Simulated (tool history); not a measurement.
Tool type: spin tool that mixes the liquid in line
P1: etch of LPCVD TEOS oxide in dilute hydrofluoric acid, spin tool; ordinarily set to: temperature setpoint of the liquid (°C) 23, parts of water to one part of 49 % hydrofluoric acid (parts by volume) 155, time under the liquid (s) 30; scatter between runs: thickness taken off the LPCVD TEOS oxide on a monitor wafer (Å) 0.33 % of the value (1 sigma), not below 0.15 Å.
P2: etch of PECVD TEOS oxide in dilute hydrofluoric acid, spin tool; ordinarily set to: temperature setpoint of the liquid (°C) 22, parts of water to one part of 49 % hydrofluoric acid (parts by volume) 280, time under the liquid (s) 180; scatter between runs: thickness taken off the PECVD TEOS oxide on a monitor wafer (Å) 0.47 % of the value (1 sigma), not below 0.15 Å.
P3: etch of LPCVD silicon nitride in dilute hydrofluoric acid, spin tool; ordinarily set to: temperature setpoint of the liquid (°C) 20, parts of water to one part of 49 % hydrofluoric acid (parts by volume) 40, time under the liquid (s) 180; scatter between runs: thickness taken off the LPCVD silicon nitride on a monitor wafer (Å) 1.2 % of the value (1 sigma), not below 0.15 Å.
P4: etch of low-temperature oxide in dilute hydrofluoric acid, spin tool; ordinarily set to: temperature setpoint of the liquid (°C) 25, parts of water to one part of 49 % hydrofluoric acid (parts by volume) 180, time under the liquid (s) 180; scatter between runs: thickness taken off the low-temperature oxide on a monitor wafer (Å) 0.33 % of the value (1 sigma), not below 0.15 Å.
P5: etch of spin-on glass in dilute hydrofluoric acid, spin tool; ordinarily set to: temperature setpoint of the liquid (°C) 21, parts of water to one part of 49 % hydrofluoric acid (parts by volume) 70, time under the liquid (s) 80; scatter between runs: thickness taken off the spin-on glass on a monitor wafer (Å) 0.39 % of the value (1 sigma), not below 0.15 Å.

run     day  process that ran  temperature setpoint of the liquid (°C)  parts of water to one part of 49 % hydrofluoric acid (parts by volume)  time under the liquid (s)  thickness taken off the LPCVD TEOS oxide on a monitor wafer (Å)  thickness taken off the LPCVD silicon nitride on a monitor wafer (Å)  thickness taken off the PECVD TEOS oxide on a monitor wafer (Å)  thickness taken off the spin-on glass on a monitor wafer (Å)  thickness taken off the low-temperature oxide on a monitor wafer (Å)
  1   0.362                P1                                       23                                                                     155                         30                                                           100.17
  2     0.7                P3                                       17                                                                      40                        180                                                                                                                                 14.286
  3   1.154                P1                                       23                                                                     270                         30                                                           50.602
  4   1.429                P3                                       20                                                                      40                        340                                                                                                                                 33.493
  5   1.892                P1                                       23                                                                      85                         30                                                           198.73
  6   2.254                P1                                       17                                                                     155                         30                                                            79.21
  7   2.646                P2                                       22                                                                     280                         75                                                                                                                                                                                                  58.687
  8   3.225                P5                                       29                                                                      70                         80                                                                                                                                                                                                                                                                 434.9
  9   3.767                P2                                       17                                                                     280                        180                                                                                                                                                                                                  116.62
 10   4.329                P5                                       21                                                                     120                         80                                                                                                                                                                                                                                                                172.14
 11   4.804                P5                                       21                                                                      70                         80                                                                                                                                                                                                                                                                315.94
 12   5.338                P4                                       25                                                                      65                        180                                                                                                                                                                                                                                                                                                                                      588.91
 13   5.625                P1                                       23                                                                     155                         30                                                           100.34
 14   6.192                P1                                       23                                                                     155                         50                                                           166.47
 15   6.675                P4                                       17                                                                     180                        180                                                                                                                                                                                                                                                                                                                                         135
 16   7.062                P1                                       23                                                                     155                         30                                                            99.75
 17    7.35                P2                                       22                                                                     135                        180                                                                                                                                                                                                  342.34
 18   7.858                P2                                       22                                                                     280                        180                                                                                                                                                                                                  140.64
 19   8.208                P1                                       23                                                                     155                         30                                                           99.874
 20   8.621                P1                                       23                                                                     155                         15                                                           50.007
 21   9.196                P1                                     30.5                                                                     155                         30                                                            132.3
 22   9.612                P5                                       21                                                                      70                        140                                                                                                                                                                                                                                                                549.84
 23  10.138                P3                                       20                                                                      40                        180                                                                                                                                 18.103
 24  10.417                P4                                       25                                                                     180                        320                                                                                                                                                                                                                                                                                                                                      328.24
 25  11.008                P4                                       25                                                                     180                        180                                                                                                                                                                                                                                                                                                                                       184.8
 26  11.562                P1                                     19.5                                                                     215                         30                                                            58.89
 27  12.017                P3                                       20                                                                      65                        180                                                                                                                                 11.158
 28  12.442                P2                                       22                                                                     280                        180                                                                                                                                                                                                  141.28
 29  12.996                P1                                       23                                                                     155                         30                                                           99.699
 30  13.467                P1                                       23                                                                     155                         30                                                           99.392
 31  13.996                P3                                       20                                                                      40                        180                                                                                                                                  17.77
 32  14.479                P5                                       21                                                                      70                         80                                                                                                                                                                                                                                                                314.79

Run 33, settings as shown, results not yet in. Your forecast:
 33  14.904                P1                                       23                                                                     155                         30                                                                ?

{"run 33": {"thickness taken off the LPCVD TEOS oxide on a monitor wafer (Å)": 99.635}}

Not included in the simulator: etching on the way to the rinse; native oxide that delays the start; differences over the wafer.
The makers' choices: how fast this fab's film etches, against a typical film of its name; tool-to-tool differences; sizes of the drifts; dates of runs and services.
